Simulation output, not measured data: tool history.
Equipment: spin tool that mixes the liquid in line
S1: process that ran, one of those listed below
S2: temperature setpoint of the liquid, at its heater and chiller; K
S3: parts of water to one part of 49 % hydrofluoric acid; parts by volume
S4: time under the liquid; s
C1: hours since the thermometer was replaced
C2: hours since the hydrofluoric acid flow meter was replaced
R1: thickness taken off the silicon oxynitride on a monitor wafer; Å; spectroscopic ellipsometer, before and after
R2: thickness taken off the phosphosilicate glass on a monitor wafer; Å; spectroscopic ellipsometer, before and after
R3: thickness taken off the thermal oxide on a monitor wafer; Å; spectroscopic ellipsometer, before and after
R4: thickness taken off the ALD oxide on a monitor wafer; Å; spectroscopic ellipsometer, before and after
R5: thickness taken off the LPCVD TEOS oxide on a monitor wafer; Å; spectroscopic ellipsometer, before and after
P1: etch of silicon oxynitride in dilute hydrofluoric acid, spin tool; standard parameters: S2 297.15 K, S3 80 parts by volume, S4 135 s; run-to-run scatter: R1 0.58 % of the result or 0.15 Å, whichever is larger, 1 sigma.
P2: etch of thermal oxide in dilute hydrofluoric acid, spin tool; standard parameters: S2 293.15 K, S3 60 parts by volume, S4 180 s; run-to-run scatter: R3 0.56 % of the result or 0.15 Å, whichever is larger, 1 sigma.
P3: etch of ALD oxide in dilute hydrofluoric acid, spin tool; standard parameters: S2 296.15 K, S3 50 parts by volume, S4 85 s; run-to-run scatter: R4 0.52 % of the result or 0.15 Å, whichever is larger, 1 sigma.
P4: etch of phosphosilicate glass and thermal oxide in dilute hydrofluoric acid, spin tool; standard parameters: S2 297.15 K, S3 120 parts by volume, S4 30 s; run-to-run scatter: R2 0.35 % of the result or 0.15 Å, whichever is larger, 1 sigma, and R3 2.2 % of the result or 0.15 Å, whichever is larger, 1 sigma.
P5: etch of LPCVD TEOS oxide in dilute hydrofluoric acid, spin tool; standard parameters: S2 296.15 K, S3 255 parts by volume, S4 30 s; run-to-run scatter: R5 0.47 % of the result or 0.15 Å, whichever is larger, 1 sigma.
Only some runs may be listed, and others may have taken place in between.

run 1 day=0.412 | S1=P1 S2=297.15 S3=80 S4=135 | C1=587.7 C2=237 | R1=43.092
run 2 day=0.817 | S1=P4 S2=297.15 S3=120 S4=45 | C1=597.4 C2=246.7 | R2=308.21 R3=19.702
run 3 day=1.225 | S1=P3 S2=296.15 S3=25 S4=85 | C1=607.2 C2=256.5 | R4=856.58
run 4 day=1.796 | S1=P1 S2=297.15 S3=40 S4=135 | C1=620.9 C2=270.2 | R1=90.283
run 5 day=2.458 | S1=P1 S2=297.15 S3=105 S4=65 | C1=636.8 C2=286.1 | R1=15.372
run 6 day=2.871 | S1=P4 S2=297.15 S3=120 S4=30 | C1=646.7 C2=296 | R2=205.55 R3=12.619
run 7 day=3.554 | S1=P2 S2=293.15 S3=60 S4=180 | C1=663.1 C2=312.4 | R3=117.38
run 8 day=3.875 | S1=P1 S2=297.15 S3=130 S4=135 | C1=670.8 C2=320.1 | R1=25.175
run 9 day=4.367 | S1=P4 S2=297.15 S3=120 S4=30 | C1=682.6 C2=331.9 | R2=205.15 R3=12.414
run 10 day=4.729 | S1=P4 S2=297.15 S3=40 S4=30 | C1=691.3 C2=340.6 | R2=682.82 R3=43.198
run 11 day=5.404 | S1=P1 S2=290.65 S3=80 S4=135 | C1=707.5 C2=356.8 | R1=31.009
run 12 day=5.738 | S1=P1 S2=297.15 S3=80 S4=225 | C1=715.5 C2=364.8 | R1=71.688
run 13 day=6.242 | S1=P5 S2=303.65 S3=255 S4=30 | C1=727.6 C2=376.9 | R5=67.833
run 14 day=6.688 | S1=P1 S2=301.15 S3=80 S4=135 | C1=738.3 C2=387.6 | R1=51.672
run 15 day=7.133 | S1=P1 S2=297.15 S3=80 S4=135 | C1=749 C2=398.3 | R1=43.328
run 16 day=7.604 | S1=P1 S2=297.15 S3=80 S4=135 | C1=760.3 C2=409.6 | R1=42.797
run 17 day=8.021 | S1=P1 S2=297.15 S3=80 S4=15 | C1=770.3 C2=419.6 | R1=4.862
run 18 day=8.462 | S1=P1 S2=297.15 S3=80 S4=135 | C1=780.9 C2=430.2 | R1=43.583
run 19 day=8.85 | S1=P1 S2=297.15 S3=80 S4=135 | C1=790.2 C2=439.5 | R1=43.043
run 20 day=9.479 | S1=P1 S2=297.15 S3=50 S4=40 | C1=805.3 C2=454.6 | R1=20.889
run 21 day=9.871 | S1=P5 S2=296.15 S3=255 S4=60 | C1=814.7 C2=464 | R5=105.32
run 22 day=10.192 | S1=P1 S2=297.15 S3=80 S4=135 | C1=822.4 C2=471.7 | R1=42.57
run 23 day=10.8 | S1=P3 S2=290.15 S3=50 S4=85 | C1=837 C2=486.3 | R4=318.11
run 24 day=11.317 | S1=P2 S2=293.15 S3=60 S4=305 | C1=849.4 C2=498.7 | R3=199.4
run 25 day=12.004 | S1=P1 S2=297.15 S3=80 S4=135 | C1=865.9 C2=515.2 | R1=43.271
run 26 day=12.421 | S1=P2 S2=290.15 S3=60 S4=180 | C1=875.9 C2=525.2 | R3=103.07
run 27 day=12.946 | S1=P5 S2=296.15 S3=255 S4=30 | C1=888.5 C2=537.8 | R5=52.735
run 28 day=13.488 | S1=P5 S2=296.15 S3=145 S4=30 | C1=901.5 C2=550.8 | R5=103.35
run 29 day=14.083 | S1=P3 S2=296.15 S3=50 S4=85 | C1=915.8 C2=565.1 | R4=409.32
run 30 day=14.458 | S1=P2 S2=293.15 S3=25 S4=180 | C1=924.8 C2=574.1 | R3=295.24
run 31 day=14.933 | S1=P4 S2=290.15 S3=120 S4=30 | C1=936.2 C2=585.5 | R2=154.79 R3=9.4571
run 32 day=15.6 | S1=P3 S2=296.15 S3=50 S4=85 | C1=952.2 C2=601.5 | R4=411.47
run 33 day=15.929 | S1=P5 S2=296.15 S3=255 S4=30 | C1=960.1 C2=609.4 | R5=52.875
run 34 day=16.596 | S1=P3 S2=296.15 S3=50 S4=15 | C1=976.1 C2=625.4 | R4=71.954
run 35 day=17.062 | S1=P1 S2=297.15 S3=80 S4=135 | C1=987.3 C2=636.6 | R1=42.54
run 36 day=17.542 | S1=P1 S2=297.15 S3=80 S4=135 | C1=998.8 C2=648.1 | R1=45.188
run 37 day=17.946 | S1=P1 S2=297.15 S3=80 S4=135 | C1=1008.5 C2=657.8 | R1=45.356
run 38 day=18.383 | S1=P1 S2=297.15 S3=80 S4=135 | C1=1019 C2=668.3 | R1=45.703
run 39 day=18.729 | S1=P1 S2=297.15 S3=80 S4=135 | C1=1027.3 C2=676.6 | R1=46.015
run 40 day=19.042 | S1=P1 S2=297.15 S3=80 S4=135 | C1=1034.8 C2=684.1 | R1=46.133
run 41 day=19.583 | S1=P1 S2=297.15 S3=80 S4=135 | C1=1047.8 C2=697.1 | R1=46.334
run 42 day=20.175 | S1=P1 S2=297.15 S3=80 S4=135 | C1=1062 C2=711.3 | R1=46.285

Compared with where it was, what P1 gives has crept away. Each cause listed below fits the log as well as the rest, at the size given for it:
A: hydrofluoric acid flow above the setpoint (%) = 6.69
B: liquid hotter than its thermometer reads (K) = 1.46
Onset of the creep was near day 17.062.

Each of the check runs listed below is run on 2 wafers and reports their average, with the results left as question marks. Pick the one under which the possible causes would lead to clearly different results.
run check 1 day=20.767 | S1=P4 S2=290.15 S3=40 S4=30 | R2=? R3=?
run check 2 day=20.767 | S1=P5 S2=300.15 S3=255 S4=55 | R5=?
run check 3 day=20.767 | S1=P2 S2=290.15 S3=25 S4=180 | R3=?
run check 4 day=20.767 | S1=P3 S2=296.15 S3=35 S4=85 | R4=?

Predicted outcomes, by check and by cause:
check=check_1 result=R2 if_A=542.9 if_B=540.69
check=check_1 result=R3 if_A=33.305 if_B=33.17
check=check_2 result=R5 if_A=120.38 if_B=116.55
check=check_3 result=R3 if_A=277.39 if_B=276.74
check=check_4 result=R4 if_A=639.51 if_B=635.35
How far apart the two closest causes lie, in the result that separates them most: check 1 0.41 %; check 2 3.24 %; check 3 0.24 %; check 4 0.65 %
Check 2 distinguishes between the causes, while the remaining checks would return nearly the same result for all of them.

With check 2 done, the readings were: R5 120.67 Å. Identify which of the listed causes applies.

The cause is A: hydrofluoric acid flow above the setpoint (%).

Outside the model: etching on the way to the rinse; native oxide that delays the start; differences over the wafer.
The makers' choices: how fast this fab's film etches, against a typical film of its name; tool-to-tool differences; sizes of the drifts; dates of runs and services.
